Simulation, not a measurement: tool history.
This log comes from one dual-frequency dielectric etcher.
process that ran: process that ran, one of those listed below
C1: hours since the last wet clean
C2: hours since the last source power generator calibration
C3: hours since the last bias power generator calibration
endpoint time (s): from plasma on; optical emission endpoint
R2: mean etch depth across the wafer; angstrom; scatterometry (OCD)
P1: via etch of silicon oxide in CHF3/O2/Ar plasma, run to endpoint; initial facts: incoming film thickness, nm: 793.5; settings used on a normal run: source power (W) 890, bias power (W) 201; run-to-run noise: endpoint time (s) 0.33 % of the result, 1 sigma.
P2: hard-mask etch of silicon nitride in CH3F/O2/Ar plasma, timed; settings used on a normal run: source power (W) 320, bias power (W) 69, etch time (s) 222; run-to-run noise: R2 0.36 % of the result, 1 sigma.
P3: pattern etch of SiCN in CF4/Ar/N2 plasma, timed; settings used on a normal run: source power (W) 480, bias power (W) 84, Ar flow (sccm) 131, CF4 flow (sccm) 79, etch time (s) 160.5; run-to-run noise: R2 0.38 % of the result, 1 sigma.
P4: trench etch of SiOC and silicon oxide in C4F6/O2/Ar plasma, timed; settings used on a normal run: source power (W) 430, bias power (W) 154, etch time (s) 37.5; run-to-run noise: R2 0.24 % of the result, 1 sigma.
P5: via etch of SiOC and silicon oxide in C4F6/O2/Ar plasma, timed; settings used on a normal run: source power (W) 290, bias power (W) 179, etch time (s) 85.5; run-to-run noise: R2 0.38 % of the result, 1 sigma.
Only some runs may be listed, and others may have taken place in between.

Run 1, hour 8.6: process that ran P1, source power (W) 890, bias power (W) 201; C1 332.2; C2 867.9; C3 2133. Result: endpoint time (s) 341.93.
Run 2, hour 17.2: process that ran P3, source power (W) 480, bias power (W) 84, Ar flow (sccm) 131, CF4 flow (sccm) 108, etch time (s) 160.5; C1 340.8; C2 876.5; C3 2141.6. Result: R2 1583.9 angstrom.
Run 3, hour 25.1: process that ran P5, source power (W) 210, bias power (W) 179, etch time (s) 85.5; C1 348.7; C2 884.4; C3 2149.5. Result: R2 754.89 angstrom.
Run 4, hour 32.1: process that ran P5, source power (W) 290, bias power (W) 179, etch time (s) 85.5; C1 355.7; C2 891.4; C3 2156.5. Result: R2 855.34 angstrom.
Run 5, hour 36.5: process that ran P4, source power (W) 570, bias power (W) 154, etch time (s) 37.5; C1 360.1; C2 895.8; C3 2160.9. Result: R2 816.82 angstrom.
Run 6, hour 45.2: process that ran P1, source power (W) 640, bias power (W) 201; C1 368.8; C2 904.5; C3 2169.6. Result: endpoint time (s) 391.51.
Run 7, hour 51.3: process that ran P2, source power (W) 320, bias power (W) 69, etch time (s) 222; C1 374.9; C2 910.6; C3 2175.7. Result: R2 1390.2 angstrom.
Run 8, hour 60: process that ran P1, source power (W) 890, bias power (W) 201; C1 383.6; C2 919.3; C3 2184.4. Result: endpoint time (s) 343.06.
Run 9, hour 65.9: process that ran P3, source power (W) 480, bias power (W) 60, Ar flow (sccm) 131, CF4 flow (sccm) 79, etch time (s) 160.5; C1 389.5; C2 925.2; C3 2190.3. Result: R2 1347.2 angstrom.
Run 10, hour 70.7: process that ran P2, source power (W) 320, bias power (W) 69, etch time (s) 222; C1 394.3; C2 930; C3 2195.1. Result: R2 1389.6 angstrom.
Run 11, hour 79.3: process that ran P4, source power (W) 430, bias power (W) 154, etch time (s) 21.5; C1 402.9; C2 938.6; C3 2203.7. Result: R2 420.41 angstrom.
Run 12, hour 87.9: process that ran P1, source power (W) 1110, bias power (W) 156; C1 411.5; C2 947.2; C3 2212.3. Result: endpoint time (s) 340.55.
Run 13, hour 95: process that ran P2, source power (W) 410, bias power (W) 69, etch time (s) 222; C1 418.6; C2 954.3; C3 2219.4. Result: R2 1520.9 angstrom.
Run 14, hour 100.1: process that ran P5, source power (W) 290, bias power (W) 179, etch time (s) 85.5; C1 423.7; C2 959.4; C3 2224.5. Result: R2 850.95 angstrom.
Run 15, hour 107.9: process that ran P1, source power (W) 890, bias power (W) 127; C1 431.5; C2 967.2; C3 2232.3. Result: endpoint time (s) 397.65.
Run 16, hour 112.7: process that ran P3, source power (W) 480, bias power (W) 84, Ar flow (sccm) 77, CF4 flow (sccm) 79, etch time (s) 160.5; C1 436.3; C2 972; C3 2237.1. Result: R2 1630.7 angstrom.
Run 17, hour 121.8: process that ran P3, source power (W) 480, bias power (W) 84, Ar flow (sccm) 131, CF4 flow (sccm) 79, etch time (s) 206; C1 445.4; C2 981.1; C3 2246.2. Result: R2 1947.6 angstrom.
Run 18, hour 128.2: process that ran P1, source power (W) 890, bias power (W) 201; C1 451.8; C2 987.5; C3 2252.6. Result: endpoint time (s) 342.99.
Run 19, hour 134.2: process that ran P5, source power (W) 290, bias power (W) 121, etch time (s) 85.5; C1 457.8; C2 993.5; C3 2258.6. Result: R2 756.27 angstrom.
Run 20, hour 141.4: process that ran P1, source power (W) 740, bias power (W) 165; C1 465; C2 1000.7; C3 2265.8. Result: endpoint time (s) 393.44.
Run 21, hour 149: process that ran P2, source power (W) 320, bias power (W) 51, etch time (s) 222; C1 472.6; C2 1008.3; C3 2273.4. Result: R2 1258.1 angstrom.
Run 22, hour 157.8: process that ran P2, source power (W) 320, bias power (W) 69, etch time (s) 135.5; C1 481.4; C2 1017.1; C3 2282.2. Result: R2 849.96 angstrom.
Run 23, hour 164.5: process that ran P1, source power (W) 890, bias power (W) 201; C1 488.1; C2 1023.8; C3 2288.9. Result: endpoint time (s) 342.04.
Run 24, hour 169.3: process that ran P1, source power (W) 1190, bias power (W) 130; C1 492.9; C2 1028.6; C3 2293.7. Result: endpoint time (s) 350.46.
Run 25, hour 174.1: process that ran P1, source power (W) 1150, bias power (W) 201; C1 497.7; C2 1033.4; C3 2298.5. Result: endpoint time (s) 311.97.
Run 26, hour 181.5: process that ran P4, source power (W) 430, bias power (W) 154, etch time (s) 37.5; C1 505.1; C2 1040.8; C3 2305.9. Result: R2 736.01 angstrom.
Run 27, hour 188: process that ran P3, source power (W) 610, bias power (W) 84, Ar flow (sccm) 131, CF4 flow (sccm) 79, etch time (s) 160.5; C1 511.6; C2 1047.3; C3 2312.4. Result: R2 1862.1 angstrom.
Run 28, hour 194.9: process that ran P1, source power (W) 890, bias power (W) 201; C1 518.5; C2 1054.2; C3 2319.3. Result: endpoint time (s) 342.87.
Run 29, hour 199.7: process that ran P1, source power (W) 890, bias power (W) 274; C1 523.3; C2 1059; C3 2324.1. Result: endpoint time (s) 309.25.
Run 30, hour 207.7: process that ran P5, source power (W) 290, bias power (W) 179, etch time (s) 56; C1 531.3; C2 1067; C3 2332.1. Result: R2 559.71 angstrom.
Run 31, hour 214.4: process that ran P4, source power (W) 430, bias power (W) 94, etch time (s) 37.5; C1 538; C2 1073.7; C3 2338.8. Result: R2 638.51 angstrom.
Run 32, hour 222.1: process that ran P1, source power (W) 890, bias power (W) 201; C1 545.7; C2 1081.4; C3 2346.5. Result: endpoint time (s) 344.09.
Run 33, hour 228.9: process that ran P3, source power (W) 480, bias power (W) 84, Ar flow (sccm) 131, CF4 flow (sccm) 79, etch time (s) 160.5; C1 552.5; C2 1088.2; C3 2353.3. Result: R2 1523.9 angstrom.
Run 34, hour 235.9: process that ran P1, source power (W) 890, bias power (W) 201; C1 559.5; C2 1095.2; C3 2360.3. Result: endpoint time (s) 342.33.
Run 35, hour 243.6: process that ran P1, source power (W) 890, bias power (W) 201; C1 567.2; C2 1102.9; C3 2368. Result: endpoint time (s) 340.5.
Run 36, hour 248.7: process that ran P1, source power (W) 890, bias power (W) 201; C1 572.3; C2 1108; C3 2373.1. Result: endpoint time (s) 339.2.
Run 37, hour 255: process that ran P1, source power (W) 890, bias power (W) 201; C1 578.6; C2 1114.3; C3 2379.4. Result: endpoint time (s) 338.79.
Run 38, hour 260: process that ran P1, source power (W) 890, bias power (W) 201; C1 583.6; C2 1119.3; C3 2384.4. Result: endpoint time (s) 338.8.
Run 39, hour 266.2: process that ran P1, source power (W) 890, bias power (W) 201; C1 589.8; C2 1125.5; C3 2390.6. Result: endpoint time (s) 337.3.
Run 40, hour 272.9: process that ran P1, source power (W) 890, bias power (W) 201; C1 596.5; C2 1132.2; C3 2397.3. Result: endpoint time (s) 337.36.
At hour 280.4: wet clean of the chamber.
Run 41, hour 280.8: process that ran P1, source power (W) 890, bias power (W) 201; C1 0.5; C2 1140.1; C3 2405.2. Result: endpoint time (s) 338.02.
Run 42, hour 289: process that ran P1, source power (W) 890, bias power (W) 201; C1 8.7; C2 1148.3; C3 2413.4. Result: endpoint time (s) 337.89.
Run 43, hour 294.6: process that ran P1, source power (W) 890, bias power (W) 201; C1 14.3; C2 1153.9; C3 2419. Result: endpoint time (s) 336.26.
Run 44, hour 300.3: process that ran P1, source power (W) 890, bias power (W) 201; C1 20; C2 1159.6; C3 2424.7. Result: endpoint time (s) 337.18.
Run 45, hour 309.5: process that ran P1, source power (W) 890, bias power (W) 201; C1 29.2; C2 1168.8; C3 2433.9. Result: endpoint time (s) 339.37.

What P1 gives has crept off from where it sat before. The 2 causes that follow fit the log equally well, each at the size noted:
A: bias power that arrives over what is set, % = 4.96
B: source power that arrives over what is set, % = 4.33
The creep began at about hour 235.9.
All other causes, with the reason each is excluded:
chamber walls in a state that raises the etch rate, %: serviced at hour 280.4, after the change had begun; the process did not return to its earlier output

Below are 4 check runs, each averaged over 2 wafers, with their results shown as question marks. Which of them would give clearly different results depending on which cause is behind the drift?
Run check 1, hour 318.7: process that ran P3, source power (W) 480, bias power (W) 67, Ar flow (sccm) 131, CF4 flow (sccm) 108, etch time (s) 160.5. Result: R2 ?.
Run check 2, hour 318.7: process that ran P4, source power (W) 550, bias power (W) 154, etch time (s) 28.5. Result: R2 ?.
Run check 3, hour 318.7: process that ran P5, source power (W) 230, bias power (W) 179, etch time (s) 64. Result: R2 ?.
Run check 4, hour 318.7: process that ran P2, source power (W) 390, bias power (W) 69, etch time (s) 222. Result: R2 ?.

Check results expected under each cause:
  check  result    if A    if B
check 1      R2  1491.2  1523.3
check 2      R2  623.84  625.27
check 3      R2  594.49  594.49
check 4      R2  1527.2  1526.5
Distance between the nearest two causes, measured in the result of the check that separates them most: check 1 2.13 %; check 2 0.23 %; check 3 0 %; check 4 0.05 %
Only check 1 tells the causes apart: in the others they would give nearly the same result.

Check 1 was then run and gave: R2 1490.7 angstrom. Which cause is it?

The correct cause is A, namely: bias power that arrives over what is set, %.
